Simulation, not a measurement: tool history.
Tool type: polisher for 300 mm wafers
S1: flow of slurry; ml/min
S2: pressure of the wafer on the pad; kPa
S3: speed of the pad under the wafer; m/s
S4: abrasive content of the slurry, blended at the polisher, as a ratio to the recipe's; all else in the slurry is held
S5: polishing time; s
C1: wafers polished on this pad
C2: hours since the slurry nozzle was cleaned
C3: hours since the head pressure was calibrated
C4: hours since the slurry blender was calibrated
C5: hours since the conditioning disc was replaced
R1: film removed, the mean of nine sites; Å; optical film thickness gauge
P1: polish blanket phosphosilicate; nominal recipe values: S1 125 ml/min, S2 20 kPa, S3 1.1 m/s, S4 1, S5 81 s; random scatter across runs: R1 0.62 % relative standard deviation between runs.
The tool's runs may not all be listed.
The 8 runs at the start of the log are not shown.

{"run": 9, "hour": 122.3, "S1": 125, "S2": 20, "S3": 0.64, "S4": 1, "S5": 104, "C1": 2548, "C2": 21.9, "C3": 576.4, "C4": 189.8, "C5": 316, "R1": 6276.5}
{"run": 10, "hour": 131.1, "S1": 125, "S2": 20, "S3": 1.1, "S4": 1, "S5": 81, "C1": 2658, "C2": 30.7, "C3": 585.2, "C4": 198.6, "C5": 324.8, "R1": 7599.8}
{"run": 11, "hour": 142.7, "S1": 125, "S2": 20, "S3": 1.1, "S4": 1, "S5": 81, "C1": 2804, "C2": 42.3, "C3": 596.8, "C4": 210.2, "C5": 336.4, "R1": 7679.1}
{"run": 12, "hour": 155.9, "S1": 125, "S2": 20, "S3": 1.1, "S4": 1, "S5": 81, "C1": 2970, "C2": 55.5, "C3": 610, "C4": 223.4, "C5": 349.6, "R1": 7608.4}
{"run": 13, "hour": 168.4, "S1": 125, "S2": 20, "S3": 1.1, "S4": 1, "S5": 81, "C1": 3127, "C2": 68, "C3": 622.5, "C4": 235.9, "C5": 362.1, "R1": 7621.2}
{"hour": 168.8, "done": "head pressure recalibrated"}
{"run": 14, "hour": 184.4, "S1": 125, "S2": 29.6, "S3": 1.1, "S4": 1, "S5": 81, "C1": 3329, "C2": 84, "C3": 15.6, "C4": 251.9, "C5": 378.1, "R1": 11245}
{"run": 15, "hour": 198.4, "S1": 125, "S2": 20, "S3": 1.7, "S4": 1, "S5": 81, "C1": 3505, "C2": 98, "C3": 29.6, "C4": 265.9, "C5": 392.1, "R1": 10700}
{"run": 16, "hour": 206.8, "S1": 125, "S2": 20, "S3": 1.1, "S4": 1, "S5": 81, "C1": 3611, "C2": 106.4, "C3": 38, "C4": 274.3, "C5": 400.5, "R1": 7608.8}
{"run": 17, "hour": 223.1, "S1": 125, "S2": 20, "S3": 1.1, "S4": 1, "S5": 125, "C1": 3816, "C2": 122.7, "C3": 54.3, "C4": 290.6, "C5": 416.8, "R1": 11734}
{"run": 18, "hour": 232.2, "S1": 125, "S2": 20, "S3": 1.1, "S4": 1, "S5": 56, "C1": 3930, "C2": 131.8, "C3": 63.4, "C4": 299.7, "C5": 425.9, "R1": 5313.8}
{"run": 19, "hour": 248.1, "S1": 175, "S2": 20, "S3": 1.1, "S4": 1, "S5": 81, "C1": 4130, "C2": 147.7, "C3": 79.3, "C4": 315.6, "C5": 441.8, "R1": 8088.7}
{"run": 20, "hour": 258.3, "S1": 75, "S2": 20, "S3": 1.1, "S4": 1, "S5": 81, "C1": 4258, "C2": 157.9, "C3": 89.5, "C4": 325.8, "C5": 452, "R1": 6709.4}

The next listed run, before its measurement:
{"run": 21, "hour": 273.5, "S1": 125, "S2": 20, "S3": 1.1, "S4": 1, "S5": 81, "C1": 4450, "C2": 173.1, "C3": 104.7, "C4": 341, "C5": 467.2, "R1": "?"}

{"run 21": {"R1": 7592.7}}
